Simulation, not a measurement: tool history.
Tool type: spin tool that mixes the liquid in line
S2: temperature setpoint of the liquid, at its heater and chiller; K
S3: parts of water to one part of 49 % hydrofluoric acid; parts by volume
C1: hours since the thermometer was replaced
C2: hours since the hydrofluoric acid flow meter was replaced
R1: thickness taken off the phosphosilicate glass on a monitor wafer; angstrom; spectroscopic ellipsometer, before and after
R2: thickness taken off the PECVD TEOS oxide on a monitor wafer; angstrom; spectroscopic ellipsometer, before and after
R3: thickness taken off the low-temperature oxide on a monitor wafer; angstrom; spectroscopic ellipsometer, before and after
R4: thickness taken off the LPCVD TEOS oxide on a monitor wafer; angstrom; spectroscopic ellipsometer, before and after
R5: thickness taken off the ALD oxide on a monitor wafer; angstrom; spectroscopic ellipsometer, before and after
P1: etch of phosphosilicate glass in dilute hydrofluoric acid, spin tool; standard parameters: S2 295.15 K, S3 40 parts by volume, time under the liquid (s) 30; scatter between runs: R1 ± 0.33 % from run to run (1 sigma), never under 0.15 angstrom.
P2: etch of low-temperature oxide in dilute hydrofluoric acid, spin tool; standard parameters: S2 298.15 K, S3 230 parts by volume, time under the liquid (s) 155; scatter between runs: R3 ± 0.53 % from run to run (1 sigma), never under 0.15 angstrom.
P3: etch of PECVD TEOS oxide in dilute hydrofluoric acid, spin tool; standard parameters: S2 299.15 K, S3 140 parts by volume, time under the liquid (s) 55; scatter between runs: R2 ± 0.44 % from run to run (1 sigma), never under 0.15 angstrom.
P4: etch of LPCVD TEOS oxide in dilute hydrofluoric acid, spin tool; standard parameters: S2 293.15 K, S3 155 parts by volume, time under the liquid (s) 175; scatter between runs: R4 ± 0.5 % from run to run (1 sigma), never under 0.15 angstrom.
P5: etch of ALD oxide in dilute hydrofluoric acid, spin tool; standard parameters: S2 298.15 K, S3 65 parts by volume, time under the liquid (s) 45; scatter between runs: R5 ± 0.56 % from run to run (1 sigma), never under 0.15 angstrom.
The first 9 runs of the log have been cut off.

Run 10, hour 133.0: process that ran P1, S2 302.15 K, S3 40 parts by volume, time under the liquid (s) 15; C1 479.4; C2 220.4. Result: R1 843.21 angstrom.
Run 11, hour 141.6: process that ran P4, S2 293.15 K, S3 35 parts by volume, time under the liquid (s) 175; C1 488.0; C2 229.0. Result: R4 1485.60 angstrom.
At hour 156.6: hydrofluoric acid flow meter replaced.
Run 12, hour 157.7: process that ran P1, S2 300.15 K, S3 40 parts by volume, time under the liquid (s) 30; C1 504.1; C2 1.2. Result: R1 1554.30 angstrom.
Run 13, hour 173.5: process that ran P2, S2 298.15 K, S3 400 parts by volume, time under the liquid (s) 155; C1 519.9; C2 17.0. Result: R3 60.815 angstrom.
Run 14, hour 183.1: process that ran P1, S2 295.15 K, S3 40 parts by volume, time under the liquid (s) 30; C1 529.5; C2 26.6. Result: R1 1258.20 angstrom.
Run 15, hour 196.6: process that ran P4, S2 293.15 K, S3 155 parts by volume, time under the liquid (s) 255; C1 543.0; C2 40.1. Result: R4 425.54 angstrom.
Run 16, hour 207.3: process that ran P3, S2 299.15 K, S3 70 parts by volume, time under the liquid (s) 55; C1 553.7; C2 50.8. Result: R2 251.760 angstrom.
Run 17, hour 217.6: process that ran P5, S2 298.15 K, S3 40 parts by volume, time under the liquid (s) 45; C1 564.0; C2 61.1. Result: R5 173.070 angstrom.
Run 18, hour 231.7: process that ran P5, S2 303.65 K, S3 65 parts by volume, time under the liquid (s) 45; C1 578.1; C2 75.2. Result: R5 128.270 angstrom.
Run 19, hour 249.4: process that ran P1, S2 295.15 K, S3 40 parts by volume, time under the liquid (s) 30; C1 595.8; C2 92.9. Result: R1 1263.70 angstrom.
Run 20, hour 261.2: process that ran P5, S2 298.15 K, S3 65 parts by volume, time under the liquid (s) 15; C1 607.6; C2 104.7. Result: R5 34.323 angstrom.

For run 21, what comes out?
Run 21, hour 275.6: process that ran P3, S2 293.15 K, S3 140 parts by volume, time under the liquid (s) 55; C1 622.0; C2 119.1. Result: R2 ?.

{"run 21": {"R2": 91.592}}

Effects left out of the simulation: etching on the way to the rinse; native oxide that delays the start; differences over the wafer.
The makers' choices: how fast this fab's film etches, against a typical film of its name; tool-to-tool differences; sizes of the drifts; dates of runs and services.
